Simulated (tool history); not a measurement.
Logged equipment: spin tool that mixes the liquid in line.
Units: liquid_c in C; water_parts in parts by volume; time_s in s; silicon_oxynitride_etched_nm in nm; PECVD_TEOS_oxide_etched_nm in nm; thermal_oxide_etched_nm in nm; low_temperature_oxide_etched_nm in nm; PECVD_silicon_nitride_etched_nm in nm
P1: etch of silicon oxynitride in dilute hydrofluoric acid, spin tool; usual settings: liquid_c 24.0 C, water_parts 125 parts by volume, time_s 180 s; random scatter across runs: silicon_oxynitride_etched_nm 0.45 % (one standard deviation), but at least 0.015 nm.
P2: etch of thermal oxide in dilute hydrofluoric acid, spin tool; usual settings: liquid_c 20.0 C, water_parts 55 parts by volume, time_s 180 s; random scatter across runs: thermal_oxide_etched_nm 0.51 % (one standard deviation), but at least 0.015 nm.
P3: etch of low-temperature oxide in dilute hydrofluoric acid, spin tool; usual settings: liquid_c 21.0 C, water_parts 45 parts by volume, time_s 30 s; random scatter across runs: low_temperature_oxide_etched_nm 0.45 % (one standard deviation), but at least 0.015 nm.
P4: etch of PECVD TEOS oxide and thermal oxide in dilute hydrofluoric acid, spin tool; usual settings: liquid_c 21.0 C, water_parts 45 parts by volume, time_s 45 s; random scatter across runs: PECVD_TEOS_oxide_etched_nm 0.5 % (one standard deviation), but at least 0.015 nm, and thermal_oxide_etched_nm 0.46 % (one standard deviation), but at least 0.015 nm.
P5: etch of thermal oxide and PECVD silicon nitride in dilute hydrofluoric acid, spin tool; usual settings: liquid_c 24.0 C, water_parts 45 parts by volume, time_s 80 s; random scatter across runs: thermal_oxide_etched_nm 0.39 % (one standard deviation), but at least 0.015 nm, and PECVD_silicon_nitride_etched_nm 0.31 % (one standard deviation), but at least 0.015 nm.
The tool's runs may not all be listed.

| run | hour | process | liquid_c | water_parts | time_s | silicon_oxynitride_etched_nm | PECVD_TEOS_oxide_etched_nm | thermal_oxide_etched_nm | low_temperature_oxide_etched_nm | PECVD_silicon_nitride_etched_nm |
|---|---|---|---|---|---|---|---|---|---|---|
| 1 | 5.2 | P1 | 24.0 | 125 | 180 | 6.60760 |  |  |  |  |
| 2 | 7.9 | P1 | 24.0 | 125 | 180 | 6.62100 |  |  |  |  |
| 3 | 12.8 | P1 | 24.0 | 125 | 180 | 6.73130 |  |  |  |  |
| 4 | 15.3 | P4 | 17.0 | 45 | 45 |  | 19.238 | 3.7616 |  |  |
| 5 | 19.8 | P4 | 21.0 | 45 | 45 |  | 22.784 | 4.4811 |  |  |
| 6 | 25.1 | P1 | 24.0 | 125 | 180 | 6.67030 |  |  |  |  |
| 7 | 28.8 | P2 | 27.5 | 55 | 180 |  |  | 18.4520 |  |  |
| 8 | 33.6 | P4 | 21.0 | 45 | 45 |  | 22.857 | 4.4774 |  |  |
| 9 | 38.8 | P1 | 24.0 | 215 | 180 | 3.61820 |  |  |  |  |
| 10 | 42.0 | P1 | 24.0 | 125 | 15 | 0.56225 |  |  |  |  |
| 11 | 45.4 | P3 | 21.0 | 45 | 55 |  |  |  | 24.5040 |  |
| 12 | 48.9 | P1 | 20.0 | 125 | 40 | 1.23540 |  |  |  |  |
| 13 | 54.0 | P4 | 21.0 | 45 | 80 |  | 40.461 | 7.9875 |  |  |
| 14 | 56.5 | P4 | 21.0 | 75 | 45 |  | 13.106 | 2.5851 |  |  |
| 15 | 60.6 | P2 | 20.0 | 55 | 180 |  |  | 13.6100 |  |  |
| 16 | 63.9 | P1 | 17.5 | 125 | 180 | 4.91920 |  |  |  |  |
| 17 | 69.0 | P5 | 24.0 | 45 | 80 |  |  | 9.9320 |  | 9.7167 |
| 18 | 71.8 | P2 | 20.0 | 55 | 55 |  |  | 4.1318 |  |  |
| 19 | 74.3 | P2 | 20.0 | 95 | 180 |  |  | 7.4994 |  |  |
| 20 | 79.7 | P3 | 21.0 | 45 | 30 |  |  |  | 13.4890 |  |
| 21 | 83.0 | P1 | 24.0 | 125 | 180 | 6.60160 |  |  |  |  |
| 22 | 88.0 | P5 | 24.0 | 45 | 150 |  |  | 18.5560 |  | 18.3210 |
| 23 | 91.8 | P1 | 24.0 | 125 | 355 | 13.20100 |  |  |  |  |
| 24 | 95.9 | P3 | 21.0 | 45 | 30 |  |  |  | 13.5830 |  |
| 25 | 101.1 | P1 | 24.0 | 35 | 180 | 25.82300 |  |  |  |  |

Forecast run 26:
| 26 | 103.8 | P3 | 21.0 | 60 | 30 |  |  |  | ? |  |

low_temperature_oxide_etched_nm: 9.9173 nm
